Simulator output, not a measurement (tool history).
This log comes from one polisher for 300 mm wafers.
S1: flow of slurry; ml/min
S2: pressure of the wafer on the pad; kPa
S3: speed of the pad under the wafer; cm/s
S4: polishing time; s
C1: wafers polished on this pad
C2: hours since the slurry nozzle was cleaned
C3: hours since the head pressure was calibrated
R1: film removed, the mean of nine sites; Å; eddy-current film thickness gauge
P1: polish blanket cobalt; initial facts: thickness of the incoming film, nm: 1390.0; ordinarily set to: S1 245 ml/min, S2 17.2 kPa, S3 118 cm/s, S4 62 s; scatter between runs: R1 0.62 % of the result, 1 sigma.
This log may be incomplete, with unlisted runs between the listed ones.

| run | day | S1 | S2 | S3 | S4 | C1 | C2 | C3 | R1 |
|---|---|---|---|---|---|---|---|---|---|
| 1 | 0.383 | 245 | 17.2 | 118 | 62 | 641 | 272.5 | 650.1 | 4012.6 |
| 2 | 0.629 | 245 | 17.2 | 118 | 62 | 724 | 278.4 | 656.0 | 4065.1 |
| 3 | 0.933 | 245 | 17.2 | 156 | 62 | 827 | 285.7 | 663.3 | 5308.8 |
| 4 | 1.183 | 245 | 17.2 | 76 | 62 | 911 | 291.7 | 669.3 | 2597.1 |
| 5 | 1.471 | 245 | 17.2 | 118 | 62 | 1008 | 298.6 | 676.2 | 4004.5 |
| 6 | 1.658 | 335 | 17.2 | 118 | 62 | 1072 | 303.1 | 680.7 | 4123.7 |
| 7 | 1.838 | 245 | 17.2 | 118 | 62 | 1132 | 307.4 | 685.0 | 4005.2 |
| 8 | 2.067 | 245 | 17.2 | 118 | 95 | 1210 | 312.9 | 690.5 | 6109.2 |
| 9 | 2.283 | 245 | 21.4 | 180 | 62 | 1283 | 318.1 | 695.7 | 7478.8 |
| 10 | 2.546 | 245 | 7.6 | 118 | 62 | 1372 | 324.4 | 702.0 | 1784.1 |
| 11 | 2.842 | 245 | 17.2 | 118 | 62 | 1472 | 331.5 | 709.1 | 4065.1 |
| 12 | 3.112 | 245 | 17.2 | 118 | 28 | 1563 | 338.0 | 715.6 | 1809.7 |
| 13 | 3.383 | 245 | 17.2 | 118 | 62 | 1655 | 344.5 | 722.1 | 4000.9 |
| 14 | 3.667 | 150 | 17.2 | 118 | 62 | 1751 | 351.3 | 728.9 | 3702.3 |
| 15 | 3.933 | 245 | 26.2 | 118 | 62 | 1841 | 357.7 | 735.3 | 6145.1 |
| 16 | 4.275 | 245 | 17.2 | 118 | 62 | 1956 | 365.9 | 743.5 | 4025.9 |
| 17 | 4.662 | 245 | 17.2 | 118 | 62 | 2087 | 375.2 | 752.8 | 3947.4 |
| 18 | 4.904 | 245 | 17.2 | 118 | 62 | 2169 | 381.0 | 758.6 | 3917.8 |
|  | 5.012 | worn pad replaced by a new one |
| 19 | 5.104 | 245 | 17.2 | 118 | 62 | 31 | 385.8 | 763.4 | 3899.6 |
| 20 | 5.442 | 245 | 17.2 | 118 | 62 | 145 | 393.9 | 771.5 | 3877.9 |
| 21 | 5.717 | 245 | 17.2 | 118 | 62 | 238 | 400.5 | 778.1 | 3864.6 |
| 22 | 5.996 | 245 | 17.2 | 118 | 62 | 333 | 407.2 | 784.8 | 3888.1 |
| 23 | 6.317 | 245 | 17.2 | 118 | 62 | 441 | 414.9 | 792.5 | 3880.3 |

The log shows P1 creeping away from where it was. Any of the 2 causes listed here, at the size stated for it, fits the log just as well as the others:
A: head's pressure below its setpoint, % = 4.05
B: slurry flow missing at the pad, % = 27.5
Creep in the process output first set in at about day 4.275.
Other possible causes, and why each is ruled out:
removal rate lost through wear of the pad, %: serviced after onset, at day 5.012, with no recovery of the prior output

You are offered 4 check runs, listed below with question marks in place of their results; each one averages 5 wafers. Which run separates the listed causes by giving clearly different results for each?
| check 1 | 6.638 | 155 | 13.1 | 118 | 62 |  |  |  | ? |
| check 2 | 6.638 | 245 | 8.3 | 80 | 62 |  |  |  | ? |
| check 3 | 6.638 | 245 | 17.2 | 78 | 62 |  |  |  | ? |
| check 4 | 6.638 | 245 | 24.8 | 118 | 95 |  |  |  | ? |

What each check would give under each cause:
| check | result | if A | if B |
|---|---|---|---|
| check 1 | R1 | 2747.5 | 2688.2 |
| check 2 | R1 | 1252.8 | 1252.9 |
| check 3 | R1 | 2544.8 | 2544.9 |
| check 4 | R1 | 8494.4 | 8494.9 |
Gap, in per cent, between the two causes that each check separates least, read from the result that separates them most: check 1 2.18 %; check 2 0.01 %; check 3 0.01 %; check 4 0.01 %
Of the check runs offered, only check 1 discriminates between the causes; the rest would read about the same regardless of which cause applies.

Running check 1 produced the following: R1 2686.5 Å. Which one of the listed causes fits?

Of the candidate causes, it is B: slurry flow missing at the pad, %.
